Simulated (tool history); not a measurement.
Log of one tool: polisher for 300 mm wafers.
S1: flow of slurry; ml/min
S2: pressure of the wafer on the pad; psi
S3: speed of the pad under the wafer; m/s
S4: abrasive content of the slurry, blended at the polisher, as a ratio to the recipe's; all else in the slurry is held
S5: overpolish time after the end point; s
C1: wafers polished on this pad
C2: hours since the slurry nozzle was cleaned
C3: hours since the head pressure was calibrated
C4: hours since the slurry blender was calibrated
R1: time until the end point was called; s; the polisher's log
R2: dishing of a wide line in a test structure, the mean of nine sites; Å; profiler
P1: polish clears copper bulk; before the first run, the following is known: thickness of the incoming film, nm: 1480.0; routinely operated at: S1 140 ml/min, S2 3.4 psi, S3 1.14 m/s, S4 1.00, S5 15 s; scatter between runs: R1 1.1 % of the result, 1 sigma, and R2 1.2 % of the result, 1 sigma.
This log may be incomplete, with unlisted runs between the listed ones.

{"run": 1, "hour": 2.9, "S1": 140, "S2": 3.4, "S3": 1.14, "S4": 1.0, "S5": 15, "C1": 454, "C2": 87.0, "C3": 146.1, "C4": 90.1, "R1": 125.02, "R2": 732.73}
{"run": 2, "hour": 7.0, "S1": 140, "S2": 3.4, "S3": 1.14, "S4": 1.4, "S5": 15, "C1": 477, "C2": 91.1, "C3": 150.2, "C4": 94.2, "R1": 117.3, "R2": 755.23}
{"run": 3, "hour": 12.0, "S1": 210, "S2": 3.4, "S3": 1.14, "S4": 1.0, "S5": 15, "C1": 506, "C2": 96.1, "C3": 155.2, "C4": 99.2, "R1": 116.81, "R2": 739.64}
{"run": 4, "hour": 16.6, "S1": 140, "S2": 3.4, "S3": 1.56, "S4": 1.45, "S5": 15, "C1": 532, "C2": 100.7, "C3": 159.8, "C4": 103.8, "R1": 84.103, "R2": 837.02}
{"run": 5, "hour": 21.6, "S1": 180, "S2": 1.8, "S3": 1.14, "S4": 1.0, "S5": 15, "C1": 560, "C2": 105.7, "C3": 164.8, "C4": 108.8, "R1": 221.62, "R2": 493.25}
{"run": 6, "hour": 25.8, "S1": 140, "S2": 3.4, "S3": 1.14, "S4": 0.65, "S5": 15, "C1": 584, "C2": 109.9, "C3": 169.0, "C4": 113.0, "R1": 136.85, "R2": 702.09}
{"run": 7, "hour": 31.0, "S1": 140, "S2": 3.4, "S3": 1.14, "S4": 1.0, "S5": 24, "C1": 613, "C2": 115.1, "C3": 174.2, "C4": 118.2, "R1": 123.55, "R2": 841.47}
{"run": 8, "hour": 35.4, "S1": 140, "S2": 3.4, "S3": 1.14, "S4": 1.0, "S5": 15, "C1": 638, "C2": 119.5, "C3": 178.6, "C4": 122.6, "R1": 126.34, "R2": 734.13}
{"run": 9, "hour": 40.6, "S1": 140, "S2": 3.4, "S3": 1.14, "S4": 1.0, "S5": 4, "C1": 668, "C2": 124.7, "C3": 183.8, "C4": 127.8, "R1": 127.69, "R2": 314.47}
{"run": 10, "hour": 44.6, "S1": 85, "S2": 3.4, "S3": 1.14, "S4": 1.0, "S5": 15, "C1": 691, "C2": 128.7, "C3": 187.8, "C4": 131.8, "R1": 141.1, "R2": 698.76}
{"run": 11, "hour": 48.4, "S1": 140, "S2": 3.4, "S3": 1.14, "S4": 1.0, "S5": 15, "C1": 712, "C2": 132.5, "C3": 191.6, "C4": 135.6, "R1": 126.98, "R2": 744.13}
{"run": 12, "hour": 51.7, "S1": 140, "S2": 3.4, "S3": 1.14, "S4": 1.0, "S5": 15, "C1": 731, "C2": 135.8, "C3": 194.9, "C4": 138.9, "R1": 122.58, "R2": 728.59}
{"run": 13, "hour": 55.2, "S1": 140, "S2": 3.4, "S3": 1.72, "S4": 1.0, "S5": 15, "C1": 751, "C2": 139.3, "C3": 198.4, "C4": 142.4, "R1": 83.201, "R2": 838.49}
{"run": 14, "hour": 58.2, "S1": 140, "S2": 3.4, "S3": 1.14, "S4": 1.0, "S5": 15, "C1": 768, "C2": 142.3, "C3": 201.4, "C4": 145.4, "R1": 126.68, "R2": 731.89}
{"run": 15, "hour": 61.8, "S1": 140, "S2": 5.3, "S3": 1.14, "S4": 1.0, "S5": 15, "C1": 788, "C2": 145.9, "C3": 205.0, "C4": 149.0, "R1": 81.402, "R2": 921.44}
{"run": 16, "hour": 64.5, "S1": 140, "S2": 3.4, "S3": 0.52, "S4": 1.0, "S5": 15, "C1": 804, "C2": 148.6, "C3": 207.7, "C4": 151.7, "R1": 275.96, "R2": 475.91}
{"run": 17, "hour": 67.8, "S1": 140, "S2": 2.4, "S3": 1.14, "S4": 1.0, "S5": 15, "C1": 822, "C2": 151.9, "C3": 211.0, "C4": 155.0, "R1": 178.24, "R2": 584.15}
{"run": 18, "hour": 71.8, "S1": 140, "S2": 3.4, "S3": 1.14, "S4": 1.0, "S5": 15, "C1": 845, "C2": 155.9, "C3": 215.0, "C4": 159.0, "R1": 126.66, "R2": 723.17}
{"run": 19, "hour": 77.3, "S1": 140, "S2": 3.4, "S3": 1.14, "S4": 1.0, "S5": 15, "C1": 876, "C2": 161.4, "C3": 220.5, "C4": 164.5, "R1": 127.07, "R2": 717.88}
{"run": 20, "hour": 81.8, "S1": 140, "S2": 3.4, "S3": 1.14, "S4": 1.0, "S5": 15, "C1": 902, "C2": 165.9, "C3": 225.0, "C4": 169.0, "R1": 132.83, "R2": 720.13}
{"run": 21, "hour": 87.5, "S1": 140, "S2": 3.4, "S3": 1.14, "S4": 1.0, "S5": 15, "C1": 934, "C2": 171.6, "C3": 230.7, "C4": 174.7, "R1": 134.27, "R2": 699.98}
{"hour": 90.0, "done": "head pressure recalibrated"}
{"run": 22, "hour": 93.3, "S1": 140, "S2": 3.4, "S3": 1.14, "S4": 1.0, "S5": 15, "C1": 967, "C2": 177.4, "C3": 3.4, "C4": 180.5, "R1": 134.14, "R2": 715.53}

Run 23 has not been measured yet. What should we expect?
{"run": 23, "hour": 96.2, "S1": 140, "S2": 3.4, "S3": 1.14, "S4": 1.0, "S5": 15, "C1": 984, "C2": 180.3, "C3": 6.3, "C4": 183.4, "R1": "?", "R2": "?"}

R1: 134.780 s
R2: 694.64 Å
